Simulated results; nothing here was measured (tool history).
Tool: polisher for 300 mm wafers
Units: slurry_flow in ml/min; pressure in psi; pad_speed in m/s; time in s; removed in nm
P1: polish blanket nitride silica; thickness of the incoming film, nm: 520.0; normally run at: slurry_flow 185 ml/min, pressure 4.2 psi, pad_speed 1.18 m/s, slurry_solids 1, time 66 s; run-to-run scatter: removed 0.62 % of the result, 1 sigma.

| run | day | slurry_flow | pressure | pad_speed | slurry_solids | time | wafers polished on this pad | hours since the slurry nozzle was cleaned | hours since the head pressure was calibrated | hours since the slurry blender was calibrated | hours since the conditioning disc was replaced | removed |
|---|---|---|---|---|---|---|---|---|---|---|---|---|
| 1 | 0.225 | 185 | 4.2 | 1.18 | 1 | 66 | 589 | 91.1 | 879.7 | 248.4 | 145.7 | 45.497 |
| 2 | 0.467 | 185 | 4.2 | 1.18 | 1 | 66 | 636 | 96.9 | 885.5 | 254.2 | 151.5 | 45.95 |
| 3 | 0.746 | 110 | 4.2 | 1.18 | 1 | 66 | 690 | 103.6 | 892.2 | 260.9 | 158.2 | 41.554 |
| 4 | 0.929 | 185 | 4.2 | 1.18 | 1 | 66 | 725 | 108 | 896.6 | 265.3 | 162.6 | 45.281 |
| 5 | 1.175 | 185 | 4.2 | 1.18 | 1 | 34 | 773 | 113.9 | 902.5 | 271.2 | 168.5 | 23.554 |
| 6 | 1.421 | 185 | 4.2 | 1.18 | 0.75 | 66 | 821 | 119.8 | 908.4 | 277.1 | 174.4 | 39.707 |
| 7 | 1.704 | 185 | 4.2 | 0.54 | 1 | 66 | 875 | 126.6 | 915.2 | 283.9 | 181.2 | 24.614 |
| 8 | 1.888 | 250 | 4.2 | 1.18 | 1 | 66 | 911 | 131 | 919.6 | 288.3 | 185.6 | 47.881 |
| 9 | 2.146 | 185 | 6.4 | 1.18 | 1 | 66 | 961 | 137.2 | 925.8 | 294.5 | 191.8 | 70.434 |
| 10 | 2.388 | 185 | 4.2 | 1.18 | 1 | 66 | 1008 | 143 | 931.6 | 300.3 | 197.6 | 45.921 |
| 11 | 2.625 | 185 | 4.2 | 1.18 | 1 | 93 | 1054 | 148.7 | 937.3 | 306 | 203.3 | 63.933 |
| 12 | 2.879 | 185 | 4.2 | 1.8 | 1 | 66 | 1103 | 154.8 | 943.4 | 312.1 | 209.4 | 63.773 |
| 13 | 3.117 | 185 | 4.2 | 1.18 | 1 | 66 | 1149 | 160.5 | 949.1 | 317.8 | 215.1 | 45.822 |
| 14 | 3.262 | 185 | 4.2 | 1.8 | 1.2 | 66 | 1178 | 164 | 952.6 | 321.3 | 218.6 | 68.679 |
| 15 | 3.45 | 185 | 2 | 1.18 | 1 | 66 | 1214 | 168.5 | 957.1 | 325.8 | 223.1 | 21.606 |
| 16 | 3.704 | 185 | 4.2 | 1.18 | 1.5 | 66 | 1263 | 174.6 | 963.2 | 331.9 | 229.2 | 53.639 |
| 17 | 3.904 | 185 | 4.2 | 1.18 | 1 | 66 | 1302 | 179.4 | 968 | 336.7 | 234 | 45.973 |
| 18 | 4.058 | 185 | 4.2 | 1.18 | 1 | 66 | 1332 | 183.1 | 971.7 | 340.4 | 237.7 | 43.678 |
| 19 | 4.212 | 185 | 4.2 | 1.18 | 1 | 66 | 1362 | 186.8 | 975.4 | 344.1 | 241.4 | 42.84 |
| 20 | 4.354 | 185 | 4.2 | 1.18 | 1 | 66 | 1389 | 190.2 | 978.8 | 347.5 | 244.8 | 42.596 |
| 21 | 4.55 | 185 | 4.2 | 1.18 | 1 | 66 | 1427 | 194.9 | 983.5 | 352.2 | 249.5 | 40.537 |
|  | 4.654 | slurry nozzle cleaned |
| 22 | 4.792 | 185 | 4.2 | 1.18 | 1 | 66 | 1474 | 3.3 | 989.3 | 358 | 255.3 | 40.036 |
| 23 | 4.95 | 185 | 4.2 | 1.18 | 1 | 66 | 1505 | 7.1 | 993.1 | 361.8 | 259.1 | 40.783 |
|  | 5.004 | head pressure recalibrated |
|  | 5.05 | conditioning disc replaced and pad reconditioned |
| 24 | 5.217 | 185 | 4.2 | 1.18 | 1 | 66 | 1557 | 13.5 | 5.1 | 368.2 | 4 | 40.374 |
| 25 | 5.5 | 185 | 4.2 | 1.18 | 1 | 66 | 1611 | 20.3 | 11.9 | 375 | 10.8 | 40.543 |

What P1 gives has crept away from where it was. These 2 causes fit the log equally well, each at the size given:
A: abrasive missing from the slurry, % = 23.2
B: removal rate lost through wear of the pad, % = 12.1
The creep began at about day 3.904.
Why every other cause is out:
slurry flow missing at the pad, %: serviced at day 4.654, which brought nothing back
head's pressure below its setpoint, %: serviced at day 5.004, which brought nothing back
time polished since the conditioner stopped cutting, s: serviced at day 5.05, which brought nothing back

4 check runs are offered, each on 5 wafers whose results are averaged, their results left as question marks. Which one tells the causes apart?
| check 1 | 5.783 | 185 | 4.2 | 1.18 | 1.4 | 66 |  |  |  |  |  | ? |
| check 2 | 5.783 | 185 | 4.2 | 0.72 | 1 | 66 |  |  |  |  |  | ? |
| check 3 | 5.783 | 135 | 4.2 | 1.18 | 1 | 66 |  |  |  |  |  | ? |
| check 4 | 5.783 | 185 | 3.1 | 1.18 | 1 | 66 |  |  |  |  |  | ? |

What each check would give under each cause:
| check | result | if A | if B |
|---|---|---|---|
| check 1 | removed | 47.227 | 46.192 |
| check 2 | removed | 27.08 | 27.072 |
| check 3 | removed | 38.17 | 38.158 |
| check 4 | removed | 29.675 | 29.666 |
How far apart the two closest causes lie, in the result that separates them most: check 1 2.22 %; check 2 0.03 %; check 3 0.03 %; check 4 0.03 %
Check 1 tells the causes apart: in the others they would give nearly the same result.

Check 1 was then run and gave: removed 46.09 nm. Which cause is it?

It is B: removal rate lost through wear of the pad, %.
